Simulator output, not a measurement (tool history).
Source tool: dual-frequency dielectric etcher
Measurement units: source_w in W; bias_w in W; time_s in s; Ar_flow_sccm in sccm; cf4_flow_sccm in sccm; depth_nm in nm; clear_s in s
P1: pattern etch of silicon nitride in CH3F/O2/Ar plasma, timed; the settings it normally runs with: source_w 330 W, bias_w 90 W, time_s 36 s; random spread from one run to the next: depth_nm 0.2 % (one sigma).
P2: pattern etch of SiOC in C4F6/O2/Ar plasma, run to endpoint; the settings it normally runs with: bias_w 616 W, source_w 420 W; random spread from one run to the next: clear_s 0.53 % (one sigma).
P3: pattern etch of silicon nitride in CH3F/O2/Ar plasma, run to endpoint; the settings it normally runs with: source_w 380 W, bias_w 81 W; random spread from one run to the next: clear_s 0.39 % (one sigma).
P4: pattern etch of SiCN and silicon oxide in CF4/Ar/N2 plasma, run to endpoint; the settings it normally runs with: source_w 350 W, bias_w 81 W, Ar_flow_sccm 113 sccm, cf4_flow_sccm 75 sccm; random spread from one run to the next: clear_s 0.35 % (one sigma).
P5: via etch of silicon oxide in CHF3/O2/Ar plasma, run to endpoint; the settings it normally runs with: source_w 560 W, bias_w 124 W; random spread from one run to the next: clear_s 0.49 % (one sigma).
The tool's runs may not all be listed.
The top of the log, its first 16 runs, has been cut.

run   hour  process  source_w  bias_w  time_s  Ar_flow_sccm  cf4_flow_sccm  hours since the last wet clean  hours since the last source power generator calibration  hours since the last bias power generator calibration  depth_nm  clear_s
     172.8  -- wet clean of the chamber
 17  172.8       P2       420     616                                                                  0.1                                                   1670.7                                                 1585.6             13.035
 18  179.2       P5       760     124                                                                  6.5                                                   1677.1                                                   1592             252.87
 19    191       P1       330      90    52.5                                                         18.3                                                   1688.9                                                 1603.8    37.801
 20  201.3       P1       330      90      36                                                         28.6                                                   1699.2                                                 1614.1    26.022
 21  213.6       P1       330      90      36                                                         40.9                                                   1711.5                                                 1626.4    25.976
 22  221.6       P3       380      81                                                                 48.9                                                   1719.5                                                 1634.4             53.091
 23  232.8       P3       380      53                                                                 60.1                                                   1730.7                                                 1645.6             61.284
 24  244.9       P3       490      81                                                                 72.2                                                   1742.8                                                 1657.7             48.351
 25  257.8       P1       240      90      36                                                         85.1                                                   1755.7                                                 1670.6    23.072
 26  264.8       P4       350     112                   113             75                            92.1                                                   1762.7                                                 1677.6             13.591

Run 27, settings as shown, results not yet in. Your forecast:
 27  274.4       P4       280      81                   113             75                           101.7                                                   1772.3                                                 1687.2                  ?

clear_s: 18.585 s
